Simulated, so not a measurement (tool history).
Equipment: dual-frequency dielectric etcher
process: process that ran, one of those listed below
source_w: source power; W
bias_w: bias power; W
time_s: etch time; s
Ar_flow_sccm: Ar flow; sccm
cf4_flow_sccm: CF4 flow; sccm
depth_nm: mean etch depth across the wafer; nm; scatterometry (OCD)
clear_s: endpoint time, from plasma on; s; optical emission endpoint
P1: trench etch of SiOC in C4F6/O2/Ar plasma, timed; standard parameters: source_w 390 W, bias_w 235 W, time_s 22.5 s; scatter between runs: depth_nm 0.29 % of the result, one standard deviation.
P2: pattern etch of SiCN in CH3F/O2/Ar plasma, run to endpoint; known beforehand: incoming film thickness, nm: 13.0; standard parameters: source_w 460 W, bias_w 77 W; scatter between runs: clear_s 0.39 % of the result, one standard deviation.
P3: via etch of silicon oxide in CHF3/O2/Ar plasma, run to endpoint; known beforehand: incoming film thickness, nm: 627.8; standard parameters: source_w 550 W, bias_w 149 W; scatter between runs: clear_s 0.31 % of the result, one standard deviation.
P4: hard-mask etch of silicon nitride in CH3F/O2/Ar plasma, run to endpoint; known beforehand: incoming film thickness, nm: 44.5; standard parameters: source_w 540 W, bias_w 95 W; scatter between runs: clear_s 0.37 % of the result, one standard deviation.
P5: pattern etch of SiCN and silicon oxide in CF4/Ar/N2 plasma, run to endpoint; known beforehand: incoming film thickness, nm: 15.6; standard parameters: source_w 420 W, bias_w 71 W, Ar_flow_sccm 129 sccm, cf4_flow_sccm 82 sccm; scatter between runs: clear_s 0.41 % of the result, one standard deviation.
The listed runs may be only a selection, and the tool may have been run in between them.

run	hour	process	source_w	bias_w	time_s	Ar_flow_sccm	cf4_flow_sccm	hours since the last wet clean	hours since the last source power generator calibration	hours since the last bias power generator calibration	depth_nm	clear_s
1	8.3	P1	390	235	22.5			374	827	1255.9	48.864	
2	13.9	P4	540	117				379.6	832.6	1261.5		47.965
3	20.9	P1	280	235	32.5			386.6	839.6	1268.5	62.063	
4	28.4	P4	540	95				394.1	847.1	1276		52.082
# hour 31.6: bias power generator calibrated
5	35.7	P5	420	71		129	99	401.4	854.4	4.1		18.723
6	45.1	P1	270	235	22.5			410.8	863.8	13.5	42.64	
7	52.4	P2	460	77				418.1	871.1	20.8		31.79
8	61.2	P5	420	71		129	82	426.9	879.9	29.6		19.182
9	67.8	P2	460	107				433.5	886.5	36.2		28.189
10	77.2	P3	710	149				442.9	895.9	45.6		318.72
11	84.8	P1	390	331	22.5			450.5	903.5	53.2	54.781	
12	94.1	P5	420	44		129	82	459.8	912.8	62.5		22.507
13	99.3	P1	390	235	22.5			465	918	67.7	48.522	
# hour 104.7: wet clean of the chamber
14	107.8	P1	390	235	22.5			3.1	926.5	76.2	48.598	
15	114.5	P1	390	235	22.5			9.8	933.2	82.9	48.805	
16	124.3	P1	390	235	28			19.6	943	92.7	60.676	
17	133.8	P1	390	148	22.5			29.1	952.5	102.2	41.936	
# hour 137: source power generator calibrated
18	139.4	P1	550	235	22.5			34.7	2.4	107.8	55.753	
19	147.2	P1	390	235	22.5			42.5	10.2	115.6	48.945	
20	154.5	P1	390	235	22.5			49.8	17.5	122.9	48.628	
21	159.8	P1	390	235	22.5			55.1	22.8	128.2	48.846	
22	164.6	P5	510	71		129	82	59.9	27.6	133		16.347
23	171.8	P2	660	77				67.1	34.8	140.2		27.945
24	178.9	P3	550	89				74.2	41.9	147.3		413.44
25	186.5	P4	710	95				81.8	49.5	154.9		46.837
26	192.5	P1	390	235	15			87.8	55.5	160.9	32.488	
27	200.4	P4	540	95				95.7	63.4	168.8		52.113
28	209.1	P3	550	149				104.4	72.1	177.5		352.26
29	215.3	P5	420	71		93	82	110.6	78.3	183.7		18.51
30	222.8	P1	390	235	22.5			118.1	85.8	191.2	48.537	
31	229.8	P1	390	235	22.5			125.1	92.8	198.2	48.645	
32	238.4	P1	390	235	22.5			133.7	101.4	206.8	48.464	
33	243	P1	390	235	22.5			138.3	106	211.4	48.341	
34	248.9	P1	390	235	22.5			144.2	111.9	217.3	48.063	
35	256.7	P1	390	235	22.5			152	119.7	225.1	47.981	
36	264.6	P1	390	235	22.5			159.9	127.6	233	48.173	
37	274.7	P1	390	235	22.5			170	137.7	243.1	48.105	
# hour 277.8: wet clean of the chamber
38	281.2	P1	390	235	22.5			3.4	144.2	249.6	47.874	
39	288.6	P1	390	235	22.5			10.8	151.6	257	48.042	
40	297.2	P1	390	235	22.5			19.4	160.2	265.6	48.063	

What P1 gives has crept away from where it was. These 2 causes fit the log equally well, each at the size given:
A: bias power that arrives under what is set, % = 4.21
B: source power that arrives under what is set, % = 3.68
The process output started creeping at around hour 222.8.
Other possible causes, and why each is ruled out:
chamber walls in a state that lowers the etch rate, %: its service at hour 277.8 followed the start of the drift and did not put the process back to its old value

You are offered 4 check runs, listed below with question marks in place of their results; each one averages 3 wafers. Which run separates the listed causes by giving clearly different results for each?
check 1	305.8	P5	420	47		129	82					?
check 2	305.8	P4	710	95								?
check 3	305.8	P2	650	104								?
check 4	305.8	P3	650	149								?

Check results expected under each cause:
check	result	if A	if B
check 1	clear_s	22.397	22.851
check 2	clear_s	47.58	47.543
check 3	clear_s	25.507	25.46
check 4	clear_s	334.47	334.73
Per-check spread between the two closest causes, in the result where they differ most: check 1 2.01 %; check 2 0.08 %; check 3 0.18 %; check 4 0.08 %
Only in check 1 would the causes give clearly different results; in the remaining checks their results would be nearly the same.

After running check 1, the following was obtained: clear_s 22.898 s. Which cause does this point to?

Of the candidate causes, it is B: source power that arrives under what is set, %.
